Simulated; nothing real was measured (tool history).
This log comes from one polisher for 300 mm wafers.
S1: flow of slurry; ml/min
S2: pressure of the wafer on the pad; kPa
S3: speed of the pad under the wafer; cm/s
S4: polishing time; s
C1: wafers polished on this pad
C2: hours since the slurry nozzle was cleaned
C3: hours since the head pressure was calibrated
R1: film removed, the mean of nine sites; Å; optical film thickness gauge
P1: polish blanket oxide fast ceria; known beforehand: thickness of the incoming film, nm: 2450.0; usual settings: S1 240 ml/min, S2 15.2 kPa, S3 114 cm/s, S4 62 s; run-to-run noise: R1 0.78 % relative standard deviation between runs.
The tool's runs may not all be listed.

run	day	S1	S2	S3	S4	C1	C2	C3	R1
1	0.433	240	15.2	114	62	499	144.9	459.5	8562.2
2	0.688	240	15.2	114	62	569	151.0	465.6	8574.4
3	1.054	240	15.2	114	62	669	159.8	474.4	8629.2
4	1.362	240	15.2	114	62	754	167.2	481.8	8510.1
5	1.871	370	15.2	114	62	894	179.4	494.0	8845.7
6	2.371	240	15.2	114	62	1031	191.4	506.0	8652.9
7	2.696	145	15.2	114	62	1120	199.2	513.8	7943.1
8	3.012	240	15.2	114	62	1207	206.8	521.4	8508.9
9	3.529	240	15.2	114	42	1349	219.2	533.8	5733.3
10	3.954	240	15.2	52	62	1466	229.4	544.0	3891.7
11	4.267	240	15.2	114	97	1551	236.9	551.5	13302.0
12	4.621	240	9.0	114	62	1649	245.4	560.0	5055.6
13	5.054	240	15.2	154	62	1768	255.8	570.4	11729.0
14	5.512	240	15.2	114	62	1894	266.8	581.4	8599.6
15	6.021	240	11.0	150	62	2033	279.0	593.6	8134.0
16	6.492	240	24.1	114	62	2162	290.3	604.9	13690.0
17	6.733	240	15.2	114	62	2229	296.1	610.7	8545.2
18	7.279	240	15.2	114	62	2379	309.2	623.8	8459.8
19	7.708	240	15.2	114	62	2496	319.5	634.1	8263.4
20	8.075	240	15.2	114	62	2597	328.3	642.9	8253.3
21	8.467	240	15.2	114	62	2705	337.7	652.3	8146.2

Forecast run 22:
22	8.817	240	15.2	114	62	2801	346.1	660.7	?

R1: 8076.6 Å
